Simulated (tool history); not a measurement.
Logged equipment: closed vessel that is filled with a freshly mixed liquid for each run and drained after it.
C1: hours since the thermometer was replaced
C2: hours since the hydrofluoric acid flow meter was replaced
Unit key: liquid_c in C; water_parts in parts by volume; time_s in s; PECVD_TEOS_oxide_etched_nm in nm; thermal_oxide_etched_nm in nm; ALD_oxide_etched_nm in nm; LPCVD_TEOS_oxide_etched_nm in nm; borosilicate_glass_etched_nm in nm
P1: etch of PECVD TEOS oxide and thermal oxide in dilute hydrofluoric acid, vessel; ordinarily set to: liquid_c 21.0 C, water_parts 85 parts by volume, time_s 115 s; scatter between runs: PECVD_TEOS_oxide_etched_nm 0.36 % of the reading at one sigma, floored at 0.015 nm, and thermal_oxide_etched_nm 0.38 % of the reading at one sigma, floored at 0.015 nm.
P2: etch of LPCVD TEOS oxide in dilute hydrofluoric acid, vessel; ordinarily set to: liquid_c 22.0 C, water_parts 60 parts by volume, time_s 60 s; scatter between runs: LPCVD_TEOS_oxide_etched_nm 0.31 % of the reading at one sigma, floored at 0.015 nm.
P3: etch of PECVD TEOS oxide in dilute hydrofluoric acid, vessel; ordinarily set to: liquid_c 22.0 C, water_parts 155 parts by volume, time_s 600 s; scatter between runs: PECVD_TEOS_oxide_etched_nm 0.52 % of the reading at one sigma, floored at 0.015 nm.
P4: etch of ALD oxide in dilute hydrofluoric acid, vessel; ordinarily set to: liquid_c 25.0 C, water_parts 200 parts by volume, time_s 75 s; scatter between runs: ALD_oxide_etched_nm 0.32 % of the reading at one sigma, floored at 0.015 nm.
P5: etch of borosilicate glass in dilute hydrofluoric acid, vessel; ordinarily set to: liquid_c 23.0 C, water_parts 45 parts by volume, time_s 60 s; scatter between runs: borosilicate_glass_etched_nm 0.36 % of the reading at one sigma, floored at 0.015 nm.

run 1 hour=7.5 | process=P1 liquid_c=21.0 water_parts=85 time_s=115 | C1=394.7 C2=306.9 | PECVD_TEOS_oxide_etched_nm=16.1410 thermal_oxide_etched_nm=5.5920
run 2 hour=16.0 | process=P1 liquid_c=21.0 water_parts=25 time_s=115 | C1=403.2 C2=315.4 | PECVD_TEOS_oxide_etched_nm=59.3310 thermal_oxide_etched_nm=20.4860
run 3 hour=20.8 | process=P4 liquid_c=25.0 water_parts=200 time_s=75 | C1=408.0 C2=320.2 | ALD_oxide_etched_nm=11.1490
run 4 hour=28.8 | process=P2 liquid_c=22.0 water_parts=80 time_s=60 | C1=416.0 C2=328.2 | LPCVD_TEOS_oxide_etched_nm=40.149
run 5 hour=34.8 | process=P1 liquid_c=21.0 water_parts=85 time_s=30 | C1=422.0 C2=334.2 | PECVD_TEOS_oxide_etched_nm=4.2012 thermal_oxide_etched_nm=1.4619
run 6 hour=39.9 | process=P4 liquid_c=25.0 water_parts=200 time_s=30 | C1=427.1 C2=339.3 | ALD_oxide_etched_nm=4.4488
run 7 hour=44.8 | process=P5 liquid_c=23.0 water_parts=45 time_s=30 | C1=432.0 C2=344.2 | borosilicate_glass_etched_nm=25.290
run 8 hour=54.2 | process=P3 liquid_c=22.0 water_parts=155 time_s=600 | C1=441.4 C2=353.6 | PECVD_TEOS_oxide_etched_nm=55.2350
run 9 hour=64.0 | process=P5 liquid_c=23.0 water_parts=30 time_s=60 | C1=451.2 C2=363.4 | borosilicate_glass_etched_nm=77.525
run 10 hour=71.5 | process=P2 liquid_c=22.0 water_parts=60 time_s=100 | C1=458.7 C2=370.9 | LPCVD_TEOS_oxide_etched_nm=91.320
run 11 hour=78.9 | process=P1 liquid_c=17.0 water_parts=85 time_s=115 | C1=466.1 C2=378.3 | PECVD_TEOS_oxide_etched_nm=13.7010 thermal_oxide_etched_nm=4.7132
run 12 hour=84.2 | process=P3 liquid_c=17.0 water_parts=155 time_s=600 | C1=471.4 C2=383.6 | PECVD_TEOS_oxide_etched_nm=45.1860
run 13 hour=93.4 | process=P1 liquid_c=21.0 water_parts=85 time_s=115 | C1=480.6 C2=392.8 | PECVD_TEOS_oxide_etched_nm=16.1730 thermal_oxide_etched_nm=5.6130
run 14 hour=101.1 | process=P1 liquid_c=17.0 water_parts=30 time_s=115 | C1=488.3 C2=400.5 | PECVD_TEOS_oxide_etched_nm=41.0170 thermal_oxide_etched_nm=14.1930
run 15 hour=109.7 | process=P5 liquid_c=23.0 water_parts=45 time_s=60 | C1=496.9 C2=409.1 | borosilicate_glass_etched_nm=51.109
run 16 hour=116.5 | process=P2 liquid_c=30.0 water_parts=60 time_s=60 | C1=503.7 C2=415.9 | LPCVD_TEOS_oxide_etched_nm=75.499
run 17 hour=125.2 | process=P4 liquid_c=21.0 water_parts=200 time_s=75 | C1=512.4 C2=424.6 | ALD_oxide_etched_nm=9.6064
run 18 hour=129.9 | process=P1 liquid_c=21.0 water_parts=85 time_s=115 | C1=517.1 C2=429.3 | PECVD_TEOS_oxide_etched_nm=16.1850 thermal_oxide_etched_nm=5.5965
run 19 hour=135.4 | process=P5 liquid_c=31.5 water_parts=45 time_s=60 | C1=522.6 C2=434.8 | borosilicate_glass_etched_nm=71.797
run 20 hour=142.6 | process=P1 liquid_c=21.0 water_parts=85 time_s=115 | C1=529.8 C2=442.0 | PECVD_TEOS_oxide_etched_nm=16.1690 thermal_oxide_etched_nm=5.5672
run 21 hour=152.3 | process=P1 liquid_c=29.0 water_parts=85 time_s=115 | C1=539.5 C2=451.7 | PECVD_TEOS_oxide_etched_nm=22.2830 thermal_oxide_etched_nm=7.6440
run 22 hour=162.3 | process=P3 liquid_c=22.0 water_parts=155 time_s=1100 | C1=549.5 C2=461.7 | PECVD_TEOS_oxide_etched_nm=101.4200
run 23 hour=170.2 | process=P1 liquid_c=21.0 water_parts=85 time_s=220 | C1=557.4 C2=469.6 | PECVD_TEOS_oxide_etched_nm=31.0990 thermal_oxide_etched_nm=10.7340
run 24 hour=176.2 | process=P2 liquid_c=22.0 water_parts=60 time_s=60 | C1=563.4 C2=475.6 | LPCVD_TEOS_oxide_etched_nm=54.756
run 25 hour=182.1 | process=P3 liquid_c=22.0 water_parts=50 time_s=600 | C1=569.3 C2=481.5 | PECVD_TEOS_oxide_etched_nm=192.5700
run 26 hour=189.3 | process=P1 liquid_c=21.0 water_parts=85 time_s=115 | C1=576.5 C2=488.7 | PECVD_TEOS_oxide_etched_nm=16.2110 thermal_oxide_etched_nm=5.5930
run 27 hour=199.8 | process=P1 liquid_c=21.0 water_parts=145 time_s=115 | C1=587.0 C2=499.2 | PECVD_TEOS_oxide_etched_nm=8.8293 thermal_oxide_etched_nm=3.0851
run 28 hour=205.2 | process=P1 liquid_c=24.5 water_parts=110 time_s=115 | C1=592.4 C2=504.6 | PECVD_TEOS_oxide_etched_nm=13.9450 thermal_oxide_etched_nm=4.8779
run 29 hour=211.2 | process=P4 liquid_c=25.0 water_parts=365 time_s=75 | C1=598.4 C2=510.6 | ALD_oxide_etched_nm=5.1598
run 30 hour=219.5 | process=P3 liquid_c=22.0 water_parts=155 time_s=600 | C1=606.7 C2=518.9 | PECVD_TEOS_oxide_etched_nm=55.3960
run 31 hour=227.2 | process=P1 liquid_c=21.0 water_parts=85 time_s=115 | C1=614.4 C2=526.6 | PECVD_TEOS_oxide_etched_nm=16.1620 thermal_oxide_etched_nm=5.6048
run 32 hour=232.6 | process=P1 liquid_c=21.0 water_parts=85 time_s=115 | C1=619.8 C2=532.0 | PECVD_TEOS_oxide_etched_nm=16.0790 thermal_oxide_etched_nm=5.5772
run 33 hour=242.8 | process=P1 liquid_c=21.0 water_parts=85 time_s=115 | C1=630.0 C2=542.2 | PECVD_TEOS_oxide_etched_nm=16.2130 thermal_oxide_etched_nm=5.5764
run 34 hour=252.6 | process=P1 liquid_c=21.0 water_parts=85 time_s=115 | C1=639.8 C2=552.0 | PECVD_TEOS_oxide_etched_nm=15.5550 thermal_oxide_etched_nm=5.3522
run 35 hour=260.4 | process=P1 liquid_c=21.0 water_parts=85 time_s=115 | C1=647.6 C2=559.8 | PECVD_TEOS_oxide_etched_nm=15.0350 thermal_oxide_etched_nm=5.2017
run 36 hour=269.6 | process=P1 liquid_c=21.0 water_parts=85 time_s=115 | C1=656.8 C2=569.0 | PECVD_TEOS_oxide_etched_nm=14.9690 thermal_oxide_etched_nm=5.1414
run 37 hour=277.1 | process=P1 liquid_c=21.0 water_parts=85 time_s=115 | C1=664.3 C2=576.5 | PECVD_TEOS_oxide_etched_nm=14.8670 thermal_oxide_etched_nm=5.1026
run 38 hour=286.1 | process=P1 liquid_c=21.0 water_parts=85 time_s=115 | C1=673.3 C2=585.5 | PECVD_TEOS_oxide_etched_nm=14.6890 thermal_oxide_etched_nm=5.1291
run 39 hour=292.4 | process=P1 liquid_c=21.0 water_parts=85 time_s=115 | C1=679.6 C2=591.8 | PECVD_TEOS_oxide_etched_nm=14.7710 thermal_oxide_etched_nm=5.0819
run 40 hour=297.6 | process=P1 liquid_c=21.0 water_parts=85 time_s=115 | C1=684.8 C2=597.0 | PECVD_TEOS_oxide_etched_nm=14.7200 thermal_oxide_etched_nm=5.1479

P1 has crept away from where it was. The log is fitted equally well by each of these 2 causes, at the sizes shown:
A: liquid colder than its thermometer reads (K) = 2.25
B: hydrofluoric acid flow below the setpoint (%) = 8.1
The onset of the drift is placed at about hour 242.8.

Below are 4 check runs, each on a single wafer, with their results shown as question marks. Which of them would tell the listed causes apart, meaning the causes would give clearly different results under it?
run check 1 hour=302.8 | process=P4 liquid_c=25.0 water_parts=355 time_s=75 | ALD_oxide_etched_nm=?
run check 2 hour=302.8 | process=P5 liquid_c=27.0 water_parts=35 time_s=60 | borosilicate_glass_etched_nm=?
run check 3 hour=302.8 | process=P3 liquid_c=22.0 water_parts=90 time_s=925 | PECVD_TEOS_oxide_etched_nm=?
run check 4 hour=302.8 | process=P2 liquid_c=26.5 water_parts=60 time_s=80 | LPCVD_TEOS_oxide_etched_nm=?

Outcome of each check run for each possible cause:
check=check_1 result=ALD_oxide_etched_nm if_A=4.9640 if_B=4.7796
check=check_2 result=borosilicate_glass_etched_nm if_A=71.194 if_B=71.452
check=check_3 result=PECVD_TEOS_oxide_etched_nm if_A=143.9100 if_B=143.6900
check=check_4 result=LPCVD_TEOS_oxide_etched_nm if_A=80.023 if_B=79.945
Per check, the gap between the least separated pair of causes, taken in the result that splits them most: check 1 3.78 %; check 2 0.36 %; check 3 0.15 %; check 4 0.1 %
Only in check 1 would the causes give clearly different results; in the remaining checks their results would be nearly the same.

Check 1 has now been run. It gave: ALD_oxide_etched_nm 4.7372 nm. Which of the candidate causes is it?

It was cause B: hydrofluoric acid flow below the setpoint (%).
